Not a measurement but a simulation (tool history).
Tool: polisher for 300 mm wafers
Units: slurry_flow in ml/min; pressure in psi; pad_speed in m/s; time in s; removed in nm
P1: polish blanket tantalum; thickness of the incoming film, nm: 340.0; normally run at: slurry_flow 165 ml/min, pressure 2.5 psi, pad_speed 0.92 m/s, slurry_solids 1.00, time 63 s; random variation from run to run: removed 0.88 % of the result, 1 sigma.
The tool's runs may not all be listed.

Run 1, hour 3.2: slurry_flow 165 ml/min, pressure 2.5 psi, pad_speed 0.92 m/s, slurry_solids 1.00, time 63 s. Result: removed 120.150 nm.
Run 2, hour 5.9: slurry_flow 165 ml/min, pressure 2.5 psi, pad_speed 0.92 m/s, slurry_solids 1.00, time 63 s. Result: removed 119.600 nm.
Run 3, hour 10.8: slurry_flow 165 ml/min, pressure 2.5 psi, pad_speed 0.92 m/s, slurry_solids 0.55, time 63 s. Result: removed 96.643 nm.
Run 4, hour 15.7: slurry_flow 165 ml/min, pressure 2.5 psi, pad_speed 0.92 m/s, slurry_solids 1.00, time 63 s. Result: removed 118.930 nm.
Run 5, hour 20.0: slurry_flow 165 ml/min, pressure 2.5 psi, pad_speed 0.92 m/s, slurry_solids 1.25, time 93 s. Result: removed 189.550 nm.
Run 6, hour 23.5: slurry_flow 220 ml/min, pressure 2.5 psi, pad_speed 0.44 m/s, slurry_solids 1.00, time 63 s. Result: removed 60.619 nm.
Run 7, hour 26.7: slurry_flow 165 ml/min, pressure 2.5 psi, pad_speed 0.92 m/s, slurry_solids 1.00, time 63 s. Result: removed 119.320 nm.
Run 8, hour 31.1: slurry_flow 165 ml/min, pressure 3.9 psi, pad_speed 0.92 m/s, slurry_solids 1.00, time 63 s. Result: removed 187.580 nm.
Run 9, hour 35.2: slurry_flow 165 ml/min, pressure 2.5 psi, pad_speed 0.92 m/s, slurry_solids 1.00, time 63 s. Result: removed 118.810 nm.
Run 10, hour 39.0: slurry_flow 165 ml/min, pressure 2.5 psi, pad_speed 0.44 m/s, slurry_solids 1.00, time 63 s. Result: removed 57.740 nm.
Run 11, hour 44.8: slurry_flow 210 ml/min, pressure 2.5 psi, pad_speed 0.92 m/s, slurry_solids 1.00, time 44 s. Result: removed 86.713 nm.
Run 12, hour 47.7: slurry_flow 165 ml/min, pressure 2.5 psi, pad_speed 0.92 m/s, slurry_solids 1.00, time 95 s. Result: removed 181.420 nm.
Run 13, hour 51.4: slurry_flow 260 ml/min, pressure 2.5 psi, pad_speed 0.92 m/s, slurry_solids 1.00, time 63 s. Result: removed 124.430 nm.
Run 14, hour 56.1: slurry_flow 165 ml/min, pressure 1.1 psi, pad_speed 0.92 m/s, slurry_solids 1.00, time 63 s. Result: removed 52.703 nm.
Run 15, hour 60.3: slurry_flow 165 ml/min, pressure 2.5 psi, pad_speed 0.92 m/s, slurry_solids 1.00, time 63 s. Result: removed 120.030 nm.
Run 16, hour 63.4: slurry_flow 110 ml/min, pressure 2.5 psi, pad_speed 0.92 m/s, slurry_solids 1.00, time 63 s. Result: removed 110.980 nm.
Run 17, hour 66.2: slurry_flow 165 ml/min, pressure 2.5 psi, pad_speed 1.40 m/s, slurry_solids 1.00, time 63 s. Result: removed 180.240 nm.
Run 18, hour 69.1: slurry_flow 165 ml/min, pressure 2.5 psi, pad_speed 0.92 m/s, slurry_solids 1.00, time 63 s. Result: removed 119.890 nm.
Run 19, hour 72.0: slurry_flow 165 ml/min, pressure 2.5 psi, pad_speed 0.92 m/s, slurry_solids 1.00, time 28 s. Result: removed 53.162 nm.
Run 20, hour 75.7: slurry_flow 165 ml/min, pressure 2.5 psi, pad_speed 0.92 m/s, slurry_solids 1.50, time 63 s. Result: removed 131.540 nm.
Run 21, hour 79.6: slurry_flow 165 ml/min, pressure 2.5 psi, pad_speed 0.92 m/s, slurry_solids 1.00, time 63 s. Result: removed 119.420 nm.
Run 22, hour 82.2: slurry_flow 165 ml/min, pressure 2.5 psi, pad_speed 0.92 m/s, slurry_solids 1.00, time 63 s. Result: removed 117.240 nm.
Run 23, hour 86.7: slurry_flow 165 ml/min, pressure 2.5 psi, pad_speed 0.92 m/s, slurry_solids 1.00, time 63 s. Result: removed 116.300 nm.
Run 24, hour 91.8: slurry_flow 165 ml/min, pressure 2.5 psi, pad_speed 0.92 m/s, slurry_solids 1.00, time 63 s. Result: removed 111.590 nm.
Run 25, hour 95.9: slurry_flow 165 ml/min, pressure 2.5 psi, pad_speed 0.92 m/s, slurry_solids 1.00, time 63 s. Result: removed 110.740 nm.
At hour 97.2: slurry blender recalibrated.
Run 26, hour 100.0: slurry_flow 165 ml/min, pressure 2.5 psi, pad_speed 0.92 m/s, slurry_solids 1.00, time 63 s. Result: removed 111.240 nm.
At hour 104.6: head pressure recalibrated.
Run 27, hour 105.2: slurry_flow 165 ml/min, pressure 2.5 psi, pad_speed 0.92 m/s, slurry_solids 1.00, time 63 s. Result: removed 111.980 nm.
Run 28, hour 110.5: slurry_flow 165 ml/min, pressure 2.5 psi, pad_speed 0.92 m/s, slurry_solids 1.00, time 63 s. Result: removed 106.590 nm.
Run 29, hour 114.1: slurry_flow 165 ml/min, pressure 2.5 psi, pad_speed 0.92 m/s, slurry_solids 1.00, time 63 s. Result: removed 110.130 nm.
Run 30, hour 118.3: slurry_flow 165 ml/min, pressure 2.5 psi, pad_speed 0.92 m/s, slurry_solids 1.00, time 63 s. Result: removed 109.640 nm.
Run 31, hour 121.1: slurry_flow 165 ml/min, pressure 2.5 psi, pad_speed 0.92 m/s, slurry_solids 1.00, time 63 s. Result: removed 109.210 nm.
Run 32, hour 125.9: slurry_flow 165 ml/min, pressure 2.5 psi, pad_speed 0.92 m/s, slurry_solids 1.00, time 63 s. Result: removed 107.930 nm.

What P1 gives has crept away from where it was. These 2 causes fit the log equally well, each at the size given:
A: slurry flow missing at the pad, % = 39.2
B: removal rate lost through wear of the pad, % = 9.48
The creep began at about hour 79.6.
Why every other cause is out:
head's pressure below its setpoint, %: serviced at hour 104.6, which brought nothing back
abrasive missing from the slurry, %: serviced at hour 97.2, which brought nothing back

4 check runs are offered, each on 5 wafers whose results are averaged, their results left as question marks. Which one tells the causes apart?
Run check 1, hour 130.7: slurry_flow 250 ml/min, pressure 2.5 psi, pad_speed 0.92 m/s, slurry_solids 1.00, time 63 s. Result: removed ?.
Run check 2, hour 130.7: slurry_flow 165 ml/min, pressure 3.3 psi, pad_speed 0.92 m/s, slurry_solids 1.00, time 28 s. Result: removed ?.
Run check 3, hour 130.7: slurry_flow 165 ml/min, pressure 1.6 psi, pad_speed 1.22 m/s, slurry_solids 1.00, time 63 s. Result: removed ?.
Run check 4, hour 130.7: slurry_flow 165 ml/min, pressure 2.5 psi, pad_speed 0.92 m/s, slurry_solids 0.55, time 41 s. Result: removed ?.

What each check would give under each cause:
  check   result     if A     if B
check 1  removed  118.580  114.890
check 2  removed   63.816   63.828
check 3  removed   92.319   92.337
check 4  removed   57.379   57.390
How far apart the two closest causes lie, in the result that separates them most: check 1 3.16 %; check 2 0.02 %; check 3 0.02 %; check 4 0.02 %
Check 1 tells the causes apart: in the others they would give nearly the same result.

Check 1 was then run and gave: removed 115.150 nm. Which cause is it?

It is B: removal rate lost through wear of the pad, %.
